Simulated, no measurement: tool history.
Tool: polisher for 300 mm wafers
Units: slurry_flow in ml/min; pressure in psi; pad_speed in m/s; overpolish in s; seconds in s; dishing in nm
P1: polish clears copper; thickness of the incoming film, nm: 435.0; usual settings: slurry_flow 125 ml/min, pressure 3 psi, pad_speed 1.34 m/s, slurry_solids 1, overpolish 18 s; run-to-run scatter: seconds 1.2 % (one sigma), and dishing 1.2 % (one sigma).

| run | day | slurry_flow | pressure | pad_speed | slurry_solids | overpolish | wafers polished on this pad | hours since the slurry nozzle was cleaned | hours since the head pressure was calibrated | hours since the slurry blender was calibrated | seconds | dishing |
|---|---|---|---|---|---|---|---|---|---|---|---|---|
| 1 | 0.554 | 125 | 3 | 1.34 | 1 | 18 | 833 | 171 | 372 | 102.3 | 126.8 | 42.922 |
| 2 | 0.917 | 125 | 3 | 0.66 | 1 | 18 | 877 | 179.7 | 380.7 | 111 | 252.54 | 23.065 |
| 3 | 1.454 | 125 | 3 | 1.34 | 0.5 | 18 | 942 | 192.6 | 393.6 | 123.9 | 140.43 | 38.65 |
| 4 | 1.792 | 125 | 3 | 1.34 | 1 | 18 | 983 | 200.7 | 401.7 | 132 | 122.58 | 43.543 |
| 5 | 2.408 | 125 | 3 | 1.34 | 1 | 18 | 1057 | 215.5 | 416.5 | 146.8 | 124.73 | 43.404 |
| 6 | 2.812 | 75 | 3 | 0.74 | 1 | 18 | 1106 | 225.2 | 426.2 | 156.5 | 253.71 | 22.478 |
| 7 | 3.321 | 125 | 3 | 1.34 | 1 | 18 | 1168 | 237.4 | 438.4 | 168.7 | 122.7 | 43.214 |
| 8 | 3.675 | 125 | 3 | 1.34 | 1 | 31 | 1210 | 245.9 | 446.9 | 177.2 | 122.74 | 68.048 |
| 9 | 4.067 | 125 | 2.4 | 2.06 | 1 | 18 | 1258 | 255.3 | 456.3 | 186.6 | 102.46 | 50.625 |
| 10 | 4.538 | 125 | 3 | 1.34 | 1.35 | 18 | 1315 | 266.6 | 467.6 | 197.9 | 116.41 | 45.148 |
| 11 | 5.121 | 75 | 3 | 1.34 | 1 | 18 | 1385 | 280.6 | 481.6 | 211.9 | 142 | 37.997 |
|  | 5.321 | slurry blender recalibrated |
| 12 | 5.529 | 170 | 3 | 1.34 | 1 | 18 | 1435 | 290.4 | 491.4 | 5.1 | 116.31 | 44.438 |
| 13 | 5.796 | 125 | 3 | 1.34 | 1 | 5 | 1467 | 296.8 | 497.8 | 11.5 | 123.86 | 13.4 |
| 14 | 6.375 | 125 | 3 | 1.34 | 1 | 18 | 1537 | 310.7 | 511.7 | 25.4 | 124.19 | 42.995 |
| 15 | 6.712 | 125 | 1.5 | 1.34 | 1 | 18 | 1578 | 318.8 | 519.8 | 33.5 | 243.92 | 22.395 |
| 16 | 7.158 | 125 | 3.8 | 1.34 | 1 | 18 | 1632 | 329.5 | 530.5 | 44.2 | 99.634 | 53.869 |
| 17 | 7.588 | 125 | 3 | 2.08 | 1 | 18 | 1684 | 339.8 | 540.8 | 54.5 | 80.348 | 61.084 |
| 18 | 7.958 | 125 | 3 | 1.34 | 1 | 18 | 1728 | 348.7 | 549.7 | 63.4 | 123.93 | 43.278 |
| 19 | 8.404 | 125 | 3 | 1.34 | 1 | 18 | 1782 | 359.4 | 560.4 | 74.1 | 129.31 | 41.445 |
| 20 | 8.75 | 125 | 3 | 1.34 | 1 | 18 | 1824 | 367.7 | 568.7 | 82.4 | 128.42 | 40.682 |
| 21 | 9.271 | 125 | 3 | 1.34 | 1 | 18 | 1887 | 380.2 | 581.2 | 94.9 | 135.07 | 41.014 |
| 22 | 9.55 | 125 | 3 | 1.34 | 1 | 18 | 1921 | 386.9 | 587.9 | 101.6 | 134.96 | 40.136 |
| 23 | 9.975 | 125 | 3 | 1.34 | 1 | 18 | 1972 | 397.1 | 598.1 | 111.8 | 137.74 | 40.869 |
|  | 10.062 | head pressure recalibrated |
| 24 | 10.417 | 125 | 3 | 1.34 | 1 | 18 | 2026 | 407.7 | 8.6 | 122.4 | 138.27 | 40.305 |
| 25 | 10.875 | 125 | 3 | 1.34 | 1 | 18 | 2081 | 418.7 | 19.6 | 133.4 | 140.96 | 38.698 |
| 26 | 11.204 | 125 | 3 | 1.34 | 1 | 18 | 2121 | 426.6 | 27.5 | 141.3 | 139.07 | 39.25 |
|  | 11.221 | slurry blender recalibrated |
| 27 | 11.742 | 125 | 3 | 1.34 | 1 | 18 | 2186 | 439.5 | 40.4 | 12.5 | 135.96 | 39.427 |
| 28 | 12.129 | 125 | 3 | 1.34 | 1 | 18 | 2233 | 448.8 | 49.7 | 21.8 | 137.79 | 38.118 |
| 29 | 12.529 | 125 | 3 | 1.34 | 1 | 18 | 2281 | 458.4 | 59.3 | 31.4 | 138.02 | 39.14 |

What P1 gives has crept away from where it was. These 2 causes fit the log equally well, each at the size given:
A: slurry flow missing at the pad, % = 37.2
B: removal rate lost through wear of the pad, % = 11.2
The creep began at about day 7.958.
Why every other cause is out:
head's pressure below its setpoint, %: serviced at day 10.062, which brought nothing back
abrasive missing from the slurry, %: serviced at day 11.221, which brought nothing back

4 check runs are offered, each on 2 wafers whose results are averaged, their results left as question marks. Which one tells the causes apart?
| check 1 | 12.929 | 75 | 3 | 1.34 | 1 | 18 |  |  |  |  | ? | ? |
| check 2 | 12.929 | 125 | 3 | 0.68 | 1 | 30 |  |  |  |  | ? | ? |
| check 3 | 12.929 | 125 | 3.6 | 1.66 | 1 | 18 |  |  |  |  | ? | ? |
| check 4 | 12.929 | 125 | 1.5 | 0.72 | 1 | 18 |  |  |  |  | ? | ? |

What each check would give under each cause:
| check | result | if A | if B |
|---|---|---|---|
| check 1 | seconds | 169.5 | 159.23 |
| check 1 | dishing | 32.813 | 34.681 |
| check 2 | seconds | 274.67 | 274.82 |
| check 2 | dishing | 33.643 | 33.626 |
| check 3 | seconds | 93.761 | 93.814 |
| check 3 | dishing | 54.923 | 54.898 |
| check 4 | seconds | 518.81 | 519.1 |
| check 4 | dishing | 11.43 | 11.424 |
How far apart the two closest causes lie, in the result that separates them most: check 1 6.25 %; check 2 0.06 %; check 3 0.06 %; check 4 0.06 %
Check 1 tells the causes apart: in the others they would give nearly the same result.

Check 1 was then run and gave: seconds 160.22 s; dishing 34.527 nm. Which cause is it?

It is B: removal rate lost through wear of the pad, %.

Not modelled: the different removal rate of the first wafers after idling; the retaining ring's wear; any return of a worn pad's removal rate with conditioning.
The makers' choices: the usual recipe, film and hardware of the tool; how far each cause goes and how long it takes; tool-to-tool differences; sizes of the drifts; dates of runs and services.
